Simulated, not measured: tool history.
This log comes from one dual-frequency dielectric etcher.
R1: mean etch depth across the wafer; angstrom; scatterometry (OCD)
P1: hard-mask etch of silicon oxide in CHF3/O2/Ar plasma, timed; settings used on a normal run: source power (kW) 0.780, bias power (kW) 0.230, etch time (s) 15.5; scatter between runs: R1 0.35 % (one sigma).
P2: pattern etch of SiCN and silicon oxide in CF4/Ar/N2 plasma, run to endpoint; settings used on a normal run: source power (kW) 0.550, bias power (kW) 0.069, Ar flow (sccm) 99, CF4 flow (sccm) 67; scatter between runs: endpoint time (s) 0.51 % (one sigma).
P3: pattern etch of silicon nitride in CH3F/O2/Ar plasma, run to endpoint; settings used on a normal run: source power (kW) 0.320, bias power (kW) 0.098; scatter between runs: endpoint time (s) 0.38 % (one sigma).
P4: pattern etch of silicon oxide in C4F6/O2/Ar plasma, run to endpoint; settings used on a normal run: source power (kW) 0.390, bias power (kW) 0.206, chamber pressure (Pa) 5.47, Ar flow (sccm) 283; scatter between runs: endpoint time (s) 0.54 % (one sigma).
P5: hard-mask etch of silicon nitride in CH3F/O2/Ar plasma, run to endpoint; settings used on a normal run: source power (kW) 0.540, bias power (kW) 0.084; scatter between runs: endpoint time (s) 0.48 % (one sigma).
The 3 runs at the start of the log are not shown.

{"run": 4, "hour": 25.0, "process that ran": "P5", "source power (kW)": 0.54, "bias power (kW)": 0.107, "endpoint time (s)": 61.078}
{"run": 5, "hour": 34.7, "process that ran": "P2", "source power (kW)": 0.55, "bias power (kW)": 0.041, "Ar flow (sccm)": 99, "CF4 flow (sccm)": 67, "endpoint time (s)": 17.871}
{"run": 6, "hour": 42.0, "process that ran": "P1", "source power (kW)": 0.59, "bias power (kW)": 0.23, "etch time (s)": 15.5, "R1": 324.53}
{"run": 7, "hour": 50.3, "process that ran": "P4", "source power (kW)": 0.39, "bias power (kW)": 0.206, "Ar flow (sccm)": 283, "chamber pressure (Pa)": 4.33, "endpoint time (s)": 12.076}
{"run": 8, "hour": 58.9, "process that ran": "P2", "source power (kW)": 0.55, "bias power (kW)": 0.069, "Ar flow (sccm)": 66, "CF4 flow (sccm)": 67, "endpoint time (s)": 14.315}
{"run": 9, "hour": 70.1, "process that ran": "P1", "source power (kW)": 0.78, "bias power (kW)": 0.23, "etch time (s)": 15.5, "R1": 360.58}
{"run": 10, "hour": 76.9, "process that ran": "P3", "source power (kW)": 0.32, "bias power (kW)": 0.098, "endpoint time (s)": 37.382}
{"run": 11, "hour": 87.1, "process that ran": "P2", "source power (kW)": 0.55, "bias power (kW)": 0.069, "Ar flow (sccm)": 99, "CF4 flow (sccm)": 95, "endpoint time (s)": 14.425}
{"run": 12, "hour": 98.0, "process that ran": "P3", "source power (kW)": 0.45, "bias power (kW)": 0.098, "endpoint time (s)": 32.982}
{"run": 13, "hour": 108.3, "process that ran": "P1", "source power (kW)": 0.78, "bias power (kW)": 0.23, "etch time (s)": 15.5, "R1": 361.82}
{"run": 14, "hour": 113.1, "process that ran": "P2", "source power (kW)": 0.55, "bias power (kW)": 0.069, "Ar flow (sccm)": 99, "CF4 flow (sccm)": 67, "endpoint time (s)": 15.188}
{"run": 15, "hour": 120.1, "process that ran": "P4", "source power (kW)": 0.55, "bias power (kW)": 0.206, "Ar flow (sccm)": 283, "chamber pressure (Pa)": 5.47, "endpoint time (s)": 10.909}
{"run": 16, "hour": 126.9, "process that ran": "P5", "source power (kW)": 0.54, "bias power (kW)": 0.084, "endpoint time (s)": 66.644}
{"run": 17, "hour": 133.7, "process that ran": "P4", "source power (kW)": 0.39, "bias power (kW)": 0.149, "Ar flow (sccm)": 283, "chamber pressure (Pa)": 5.47, "endpoint time (s)": 13.955}
{"run": 18, "hour": 141.7, "process that ran": "P1", "source power (kW)": 0.78, "bias power (kW)": 0.23, "etch time (s)": 21.0, "R1": 489.72}
{"run": 19, "hour": 150.8, "process that ran": "P3", "source power (kW)": 0.32, "bias power (kW)": 0.138, "endpoint time (s)": 32.958}
{"run": 20, "hour": 159.3, "process that ran": "P1", "source power (kW)": 0.96, "bias power (kW)": 0.23, "etch time (s)": 15.5, "R1": 392.37}
{"run": 21, "hour": 168.4, "process that ran": "P1", "source power (kW)": 0.78, "bias power (kW)": 0.23, "etch time (s)": 15.5, "R1": 361.74}
{"run": 22, "hour": 173.9, "process that ran": "P1", "source power (kW)": 0.78, "bias power (kW)": 0.23, "etch time (s)": 8.5, "R1": 198.46}
{"run": 23, "hour": 180.4, "process that ran": "P4", "source power (kW)": 0.39, "bias power (kW)": 0.206, "Ar flow (sccm)": 171, "chamber pressure (Pa)": 5.47, "endpoint time (s)": 11.708}
{"run": 24, "hour": 185.3, "process that ran": "P1", "source power (kW)": 0.78, "bias power (kW)": 0.188, "etch time (s)": 20.0, "R1": 438.34}
{"run": 25, "hour": 192.2, "process that ran": "P4", "source power (kW)": 0.39, "bias power (kW)": 0.206, "Ar flow (sccm)": 283, "chamber pressure (Pa)": 5.47, "endpoint time (s)": 12.407}
{"run": 26, "hour": 201.8, "process that ran": "P2", "source power (kW)": 0.73, "bias power (kW)": 0.069, "Ar flow (sccm)": 99, "CF4 flow (sccm)": 67, "endpoint time (s)": 11.938}

Run 27, settings as shown, results not yet in. Your forecast:
{"run": 27, "hour": 209.8, "process that ran": "P1", "source power (kW)": 0.78, "bias power (kW)": 0.23, "etch time (s)": 15.5, "R1": "?"}

{"run 27": {"R1": 359.12}}

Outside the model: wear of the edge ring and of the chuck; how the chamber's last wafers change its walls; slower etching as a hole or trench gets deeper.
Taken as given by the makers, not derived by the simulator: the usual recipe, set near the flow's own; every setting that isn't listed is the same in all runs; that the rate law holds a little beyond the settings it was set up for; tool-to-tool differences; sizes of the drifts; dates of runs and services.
